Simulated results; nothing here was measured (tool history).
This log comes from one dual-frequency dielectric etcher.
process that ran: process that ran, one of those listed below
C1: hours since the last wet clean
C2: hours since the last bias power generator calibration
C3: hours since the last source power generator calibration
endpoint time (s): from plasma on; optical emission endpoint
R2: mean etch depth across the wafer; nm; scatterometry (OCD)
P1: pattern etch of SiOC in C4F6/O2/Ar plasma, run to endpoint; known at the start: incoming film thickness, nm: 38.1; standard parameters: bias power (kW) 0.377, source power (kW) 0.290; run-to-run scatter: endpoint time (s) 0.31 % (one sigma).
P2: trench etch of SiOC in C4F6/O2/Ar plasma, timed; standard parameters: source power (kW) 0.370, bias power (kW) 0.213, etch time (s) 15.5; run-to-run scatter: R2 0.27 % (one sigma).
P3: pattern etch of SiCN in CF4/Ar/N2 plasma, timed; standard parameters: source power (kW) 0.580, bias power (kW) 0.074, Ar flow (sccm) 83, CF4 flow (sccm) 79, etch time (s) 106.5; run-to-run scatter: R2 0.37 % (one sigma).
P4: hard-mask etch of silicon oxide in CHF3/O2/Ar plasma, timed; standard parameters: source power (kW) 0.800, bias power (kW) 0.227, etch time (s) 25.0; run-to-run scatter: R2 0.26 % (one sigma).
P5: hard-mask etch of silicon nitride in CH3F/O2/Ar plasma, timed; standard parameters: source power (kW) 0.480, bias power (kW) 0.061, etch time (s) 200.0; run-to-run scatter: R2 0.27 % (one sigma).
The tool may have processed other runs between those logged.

run 1 hour=7.8 | process_that_ran=P1 bias_power_(kW)=0.377 source_power_(kW)=0.290 | C1=334.1 C2=504.6 C3=554.7 | endpoint_time_(s)=16.134
run 2 hour=14.6 | process_that_ran=P3 bias_power_(kW)=0.074 source_power_(kW)=0.580 Ar_flow_(sccm)=83 CF4_flow_(sccm)=79 etch_time_(s)=106.5 | C1=340.9 C2=511.4 C3=561.5 | R2=117.520
run 3 hour=21.3 | process_that_ran=P1 bias_power_(kW)=0.377 source_power_(kW)=0.290 | C1=347.6 C2=518.1 C3=568.2 | endpoint_time_(s)=16.093
run 4 hour=25.2 | process_that_ran=P1 bias_power_(kW)=0.377 source_power_(kW)=0.290 | C1=351.5 C2=522.0 C3=572.1 | endpoint_time_(s)=16.037
run 5 hour=29.3 | process_that_ran=P1 bias_power_(kW)=0.377 source_power_(kW)=0.400 | C1=355.6 C2=526.1 C3=576.2 | endpoint_time_(s)=14.263
run 6 hour=33.1 | process_that_ran=P4 bias_power_(kW)=0.227 source_power_(kW)=0.630 etch_time_(s)=25.0 | C1=359.4 C2=529.9 C3=580.0 | R2=53.294
run 7 hour=37.8 | process_that_ran=P4 bias_power_(kW)=0.227 source_power_(kW)=0.800 etch_time_(s)=37.0 | C1=364.1 C2=534.6 C3=584.7 | R2=86.389
run 8 hour=44.6 | process_that_ran=P4 bias_power_(kW)=0.227 source_power_(kW)=0.800 etch_time_(s)=25.0 | C1=370.9 C2=541.4 C3=591.5 | R2=58.299
run 9 hour=50.0 | process_that_ran=P3 bias_power_(kW)=0.074 source_power_(kW)=0.580 Ar_flow_(sccm)=83 CF4_flow_(sccm)=79 etch_time_(s)=144.0 | C1=376.3 C2=546.8 C3=596.9 | R2=160.760
run 10 hour=56.7 | process_that_ran=P3 bias_power_(kW)=0.074 source_power_(kW)=0.580 Ar_flow_(sccm)=83 CF4_flow_(sccm)=79 etch_time_(s)=106.5 | C1=383.0 C2=553.5 C3=603.6 | R2=118.650
run 11 hour=60.4 | process_that_ran=P1 bias_power_(kW)=0.450 source_power_(kW)=0.290 | C1=386.7 C2=557.2 C3=607.3 | endpoint_time_(s)=15.069
run 12 hour=66.1 | process_that_ran=P1 bias_power_(kW)=0.377 source_power_(kW)=0.290 | C1=392.4 C2=562.9 C3=613.0 | endpoint_time_(s)=16.061
run 13 hour=71.4 | process_that_ran=P1 bias_power_(kW)=0.287 source_power_(kW)=0.390 | C1=397.7 C2=568.2 C3=618.3 | endpoint_time_(s)=15.886
run 14 hour=78.5 | process_that_ran=P3 bias_power_(kW)=0.074 source_power_(kW)=0.810 Ar_flow_(sccm)=83 CF4_flow_(sccm)=79 etch_time_(s)=106.5 | C1=404.8 C2=575.3 C3=625.4 | R2=159.330
run 15 hour=86.5 | process_that_ran=P3 bias_power_(kW)=0.074 source_power_(kW)=0.580 Ar_flow_(sccm)=55 CF4_flow_(sccm)=79 etch_time_(s)=106.5 | C1=412.8 C2=583.3 C3=633.4 | R2=124.710
run 16 hour=93.8 | process_that_ran=P5 bias_power_(kW)=0.061 source_power_(kW)=0.480 etch_time_(s)=200.0 | C1=420.1 C2=590.6 C3=640.7 | R2=141.800
run 17 hour=100.2 | process_that_ran=P2 bias_power_(kW)=0.213 source_power_(kW)=0.460 etch_time_(s)=15.5 | C1=426.5 C2=597.0 C3=647.1 | R2=34.963
-- hour=102.2 bias power generator calibrated
run 18 hour=105.2 | process_that_ran=P4 bias_power_(kW)=0.185 source_power_(kW)=0.800 etch_time_(s)=25.0 | C1=431.5 C2=3.0 C3=652.1 | R2=54.485
run 19 hour=113.3 | process_that_ran=P2 bias_power_(kW)=0.169 source_power_(kW)=0.370 etch_time_(s)=15.5 | C1=439.6 C2=11.1 C3=660.2 | R2=29.869
run 20 hour=118.6 | process_that_ran=P2 bias_power_(kW)=0.213 source_power_(kW)=0.370 etch_time_(s)=9.0 | C1=444.9 C2=16.4 C3=665.5 | R2=18.716
run 21 hour=123.6 | process_that_ran=P4 bias_power_(kW)=0.227 source_power_(kW)=0.800 etch_time_(s)=25.0 | C1=449.9 C2=21.4 C3=670.5 | R2=58.310
run 22 hour=127.2 | process_that_ran=P1 bias_power_(kW)=0.377 source_power_(kW)=0.200 | C1=453.5 C2=25.0 C3=674.1 | endpoint_time_(s)=18.320
run 23 hour=131.3 | process_that_ran=P3 bias_power_(kW)=0.056 source_power_(kW)=0.580 Ar_flow_(sccm)=83 CF4_flow_(sccm)=79 etch_time_(s)=106.5 | C1=457.6 C2=29.1 C3=678.2 | R2=108.280
run 24 hour=136.2 | process_that_ran=P5 bias_power_(kW)=0.076 source_power_(kW)=0.480 etch_time_(s)=200.0 | C1=462.5 C2=34.0 C3=683.1 | R2=152.950
run 25 hour=140.8 | process_that_ran=P1 bias_power_(kW)=0.228 source_power_(kW)=0.290 | C1=467.1 C2=38.6 C3=687.7 | endpoint_time_(s)=19.272
run 26 hour=144.3 | process_that_ran=P2 bias_power_(kW)=0.213 source_power_(kW)=0.370 etch_time_(s)=15.5 | C1=470.6 C2=42.1 C3=691.2 | R2=32.030
-- hour=148.5 wet clean of the chamber
run 27 hour=151.7 | process_that_ran=P5 bias_power_(kW)=0.061 source_power_(kW)=0.480 etch_time_(s)=200.0 | C1=3.2 C2=49.5 C3=698.6 | R2=142.460
run 28 hour=158.5 | process_that_ran=P3 bias_power_(kW)=0.074 source_power_(kW)=0.580 Ar_flow_(sccm)=83 CF4_flow_(sccm)=64 etch_time_(s)=106.5 | C1=10.0 C2=56.3 C3=705.4 | R2=114.810
run 29 hour=163.1 | process_that_ran=P5 bias_power_(kW)=0.061 source_power_(kW)=0.480 etch_time_(s)=278.0 | C1=14.6 C2=60.9 C3=710.0 | R2=198.930
run 30 hour=166.8 | process_that_ran=P5 bias_power_(kW)=0.061 source_power_(kW)=0.330 etch_time_(s)=200.0 | C1=18.3 C2=64.6 C3=713.7 | R2=123.000
run 31 hour=173.2 | process_that_ran=P1 bias_power_(kW)=0.377 source_power_(kW)=0.290 | C1=24.7 C2=71.0 C3=720.1 | endpoint_time_(s)=15.977
run 32 hour=180.7 | process_that_ran=P1 bias_power_(kW)=0.377 source_power_(kW)=0.290 | C1=32.2 C2=78.5 C3=727.6 | endpoint_time_(s)=16.093
run 33 hour=184.9 | process_that_ran=P1 bias_power_(kW)=0.377 source_power_(kW)=0.290 | C1=36.4 C2=82.7 C3=731.8 | endpoint_time_(s)=16.271
-- hour=188.8 wet clean of the chamber
run 34 hour=190.2 | process_that_ran=P1 bias_power_(kW)=0.377 source_power_(kW)=0.290 | C1=1.4 C2=88.0 C3=737.1 | endpoint_time_(s)=16.373
run 35 hour=196.5 | process_that_ran=P1 bias_power_(kW)=0.377 source_power_(kW)=0.290 | C1=7.7 C2=94.3 C3=743.4 | endpoint_time_(s)=16.305
run 36 hour=203.2 | process_that_ran=P1 bias_power_(kW)=0.377 source_power_(kW)=0.290 | C1=14.4 C2=101.0 C3=750.1 | endpoint_time_(s)=16.253
run 37 hour=208.3 | process_that_ran=P1 bias_power_(kW)=0.377 source_power_(kW)=0.290 | C1=19.5 C2=106.1 C3=755.2 | endpoint_time_(s)=16.251

The log shows P1 creeping away from where it was. Any of the 2 causes listed here, at the size stated for it, fits the log just as well as the others:
A: source power that arrives under what is set, % = 4.05
B: bias power that arrives under what is set, % = 4.15
The onset of the drift is placed at about hour 173.2.
Each remaining cause and why it is not a fit:
chamber walls in a state that lowers the etch rate, %: its service at hour 188.8 followed the start of the drift and did not put the process back to its old value

Which of the check runs below tells the causes apart, meaning the causes would give it clearly different results? Each run uses 2 wafers whose results are averaged, and each result is shown as a question mark.
run check 1 hour=213.4 | process_that_ran=P4 bias_power_(kW)=0.227 source_power_(kW)=0.800 etch_time_(s)=25.0 | R2=?
run check 2 hour=213.4 | process_that_ran=P2 bias_power_(kW)=0.213 source_power_(kW)=0.370 etch_time_(s)=15.5 | R2=?
run check 3 hour=213.4 | process_that_ran=P3 bias_power_(kW)=0.074 source_power_(kW)=0.580 Ar_flow_(sccm)=83 CF4_flow_(sccm)=79 etch_time_(s)=106.5 | R2=?
run check 4 hour=213.4 | process_that_ran=P5 bias_power_(kW)=0.061 source_power_(kW)=0.480 etch_time_(s)=200.0 | R2=?

Predicted outcomes, by check and by cause:
check=check_1 result=R2 if_A=57.530 if_B=57.595
check=check_2 result=R2 if_A=31.699 if_B=31.762
check=check_3 result=R2 if_A=114.000 if_B=116.630
check=check_4 result=R2 if_A=140.060 if_B=140.370
Separation of the two closest causes in each check, using whichever result separates them best: check 1 0.11 %; check 2 0.2 %; check 3 2.28 %; check 4 0.22 %
Of the check runs offered, only check 3 discriminates between the causes; the rest would read about the same regardless of which cause applies.

Check 3 was carried out, with these results: R2 113.720 nm. Which of the listed causes is responsible?

The cause is A: source power that arrives under what is set, %.

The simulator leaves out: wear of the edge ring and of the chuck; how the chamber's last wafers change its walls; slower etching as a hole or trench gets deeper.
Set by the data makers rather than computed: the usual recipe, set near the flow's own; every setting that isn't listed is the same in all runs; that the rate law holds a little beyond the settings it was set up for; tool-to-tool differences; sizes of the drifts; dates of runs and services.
